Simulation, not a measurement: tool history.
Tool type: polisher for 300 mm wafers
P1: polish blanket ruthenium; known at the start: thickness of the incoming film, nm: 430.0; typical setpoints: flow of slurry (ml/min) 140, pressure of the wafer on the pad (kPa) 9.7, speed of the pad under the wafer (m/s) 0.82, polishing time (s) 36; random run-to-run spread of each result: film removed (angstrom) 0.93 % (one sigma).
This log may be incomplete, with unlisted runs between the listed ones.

| run | hour | flow of slurry (ml/min) | pressure of the wafer on the pad (kPa) | speed of the pad under the wafer (m/s) | polishing time (s) | film removed (angstrom) |
|---|---|---|---|---|---|---|
| 1 | 11.8 | 140 | 9.7 | 0.82 | 36 | 188.40 |
| 2 | 22.9 | 140 | 9.7 | 0.82 | 36 | 193.83 |
| 3 | 30.0 | 140 | 4.1 | 0.82 | 36 | 81.52 |
|  | 34.1 | head pressure recalibrated |
| 4 | 36.9 | 140 | 9.7 | 0.82 | 36 | 191.93 |
| 5 | 42.5 | 90 | 9.7 | 0.82 | 36 | 170.77 |
| 6 | 52.0 | 140 | 9.7 | 1.20 | 36 | 274.71 |
| 7 | 62.0 | 140 | 13.1 | 0.82 | 36 | 261.17 |
| 8 | 73.7 | 140 | 9.7 | 0.82 | 36 | 190.40 |
| 9 | 84.1 | 140 | 13.1 | 1.18 | 36 | 369.28 |
| 10 | 91.4 | 210 | 9.7 | 0.82 | 36 | 203.14 |
| 11 | 103.8 | 140 | 9.7 | 0.82 | 36 | 190.80 |
|  | 107.2 | slurry nozzle cleaned |
| 12 | 115.0 | 140 | 9.7 | 0.56 | 36 | 129.77 |
| 13 | 123.1 | 140 | 9.7 | 0.82 | 26 | 135.38 |
| 14 | 130.9 | 140 | 9.7 | 0.82 | 36 | 187.15 |
| 15 | 137.9 | 95 | 6.9 | 0.82 | 36 | 125.52 |
| 16 | 145.5 | 140 | 9.7 | 0.82 | 36 | 190.15 |

Run 17 is up next; what results do you expect?
| 17 | 157.0 | 140 | 9.7 | 0.82 | 53 | ? |

Run 17 yielded film removed (angstrom) 278.11.

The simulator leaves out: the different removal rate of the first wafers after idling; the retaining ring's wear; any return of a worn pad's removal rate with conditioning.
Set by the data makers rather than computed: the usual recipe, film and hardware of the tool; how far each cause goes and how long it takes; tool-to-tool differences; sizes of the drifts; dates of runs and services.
